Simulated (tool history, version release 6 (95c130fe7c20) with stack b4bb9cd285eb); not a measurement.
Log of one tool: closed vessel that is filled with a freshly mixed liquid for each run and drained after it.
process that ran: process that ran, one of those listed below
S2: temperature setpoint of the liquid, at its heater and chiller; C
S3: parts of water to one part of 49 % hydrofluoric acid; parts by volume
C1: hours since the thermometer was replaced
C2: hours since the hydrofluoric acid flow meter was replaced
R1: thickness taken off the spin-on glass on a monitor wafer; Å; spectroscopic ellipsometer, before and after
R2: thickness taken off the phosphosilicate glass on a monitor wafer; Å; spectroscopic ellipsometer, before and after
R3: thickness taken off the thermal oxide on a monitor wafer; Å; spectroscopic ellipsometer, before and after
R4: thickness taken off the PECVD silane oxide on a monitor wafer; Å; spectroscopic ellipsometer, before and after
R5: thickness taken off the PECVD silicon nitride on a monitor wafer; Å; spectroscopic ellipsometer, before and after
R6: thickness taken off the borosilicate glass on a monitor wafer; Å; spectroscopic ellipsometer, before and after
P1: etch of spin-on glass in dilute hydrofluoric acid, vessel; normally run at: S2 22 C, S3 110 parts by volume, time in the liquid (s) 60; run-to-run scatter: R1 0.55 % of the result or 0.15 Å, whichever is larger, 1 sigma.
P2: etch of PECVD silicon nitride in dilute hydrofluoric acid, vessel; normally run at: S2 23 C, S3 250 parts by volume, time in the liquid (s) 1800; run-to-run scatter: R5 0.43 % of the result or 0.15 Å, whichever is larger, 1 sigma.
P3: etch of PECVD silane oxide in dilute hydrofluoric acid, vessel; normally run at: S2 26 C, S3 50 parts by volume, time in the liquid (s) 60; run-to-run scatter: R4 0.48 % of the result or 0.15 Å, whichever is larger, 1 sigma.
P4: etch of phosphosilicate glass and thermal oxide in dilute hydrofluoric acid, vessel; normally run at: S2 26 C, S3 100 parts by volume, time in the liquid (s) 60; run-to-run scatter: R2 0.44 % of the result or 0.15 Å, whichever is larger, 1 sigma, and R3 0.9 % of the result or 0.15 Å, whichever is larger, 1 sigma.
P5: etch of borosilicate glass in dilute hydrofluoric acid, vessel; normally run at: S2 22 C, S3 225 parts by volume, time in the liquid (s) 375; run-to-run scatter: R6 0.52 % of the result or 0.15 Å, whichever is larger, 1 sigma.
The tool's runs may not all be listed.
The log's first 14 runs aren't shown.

run 15 day=3.988 | process_that_ran=P1 S2=22 S3=155 time_in_the_liquid_(s)=30 | C1=1296.5 C2=350.2 | R1=80.519
-- day=4.175 hydrofluoric acid flow meter replaced
run 16 day=4.279 | process_that_ran=P1 S2=22 S3=70 time_in_the_liquid_(s)=60 | C1=1303.5 C2=2.5 | R1=388.66
run 17 day=4.583 | process_that_ran=P2 S2=23 S3=250 time_in_the_liquid_(s)=3175 | C1=1310.8 C2=9.8 | R5=204.22
run 18 day=4.888 | process_that_ran=P5 S2=22 S3=225 time_in_the_liquid_(s)=645 | C1=1318.1 C2=17.1 | R6=481.82
run 19 day=5.208 | process_that_ran=P3 S2=18 S3=50 time_in_the_liquid_(s)=60 | C1=1325.8 C2=24.8 | R4=494.59
run 20 day=5.446 | process_that_ran=P3 S2=26 S3=70 time_in_the_liquid_(s)=60 | C1=1331.5 C2=30.5 | R4=478.51
run 21 day=5.775 | process_that_ran=P5 S2=22 S3=315 time_in_the_liquid_(s)=375 | C1=1339.4 C2=38.4 | R6=185.46
run 22 day=6.075 | process_that_ran=P1 S2=22 S3=110 time_in_the_liquid_(s)=30 | C1=1346.6 C2=45.6 | R1=118.39
run 23 day=6.392 | process_that_ran=P2 S2=28.5 S3=250 time_in_the_liquid_(s)=1800 | C1=1354.2 C2=53.2 | R5=161.9
run 24 day=6.617 | process_that_ran=P5 S2=22 S3=225 time_in_the_liquid_(s)=375 | C1=1359.6 C2=58.6 | R6=281.75
run 25 day=6.962 | process_that_ran=P1 S2=22 S3=160 time_in_the_liquid_(s)=60 | C1=1367.9 C2=66.9 | R1=154.92
run 26 day=7.167 | process_that_ran=P5 S2=29.5 S3=225 time_in_the_liquid_(s)=375 | C1=1372.8 C2=71.8 | R6=368.7
run 27 day=7.488 | process_that_ran=P4 S2=26 S3=100 time_in_the_liquid_(s)=60 | C1=1380.5 C2=79.5 | R2=1055.4 R3=31.67
run 28 day=7.796 | process_that_ran=P2 S2=23 S3=40 time_in_the_liquid_(s)=1800 | C1=1387.9 C2=86.9 | R5=706.61
run 29 day=8.017 | process_that_ran=P3 S2=26 S3=50 time_in_the_liquid_(s)=60 | C1=1393.2 C2=92.2 | R4=687.08
run 30 day=8.208 | process_that_ran=P1 S2=22 S3=110 time_in_the_liquid_(s)=60 | C1=1397.8 C2=96.8 | R1=235.61

Forecast run 31:
run 31 day=8.446 | process_that_ran=P1 S2=22 S3=110 time_in_the_liquid_(s)=60 | C1=1403.5 C2=102.5 | R1=?

{"run 31": {"R1": 244.89}}
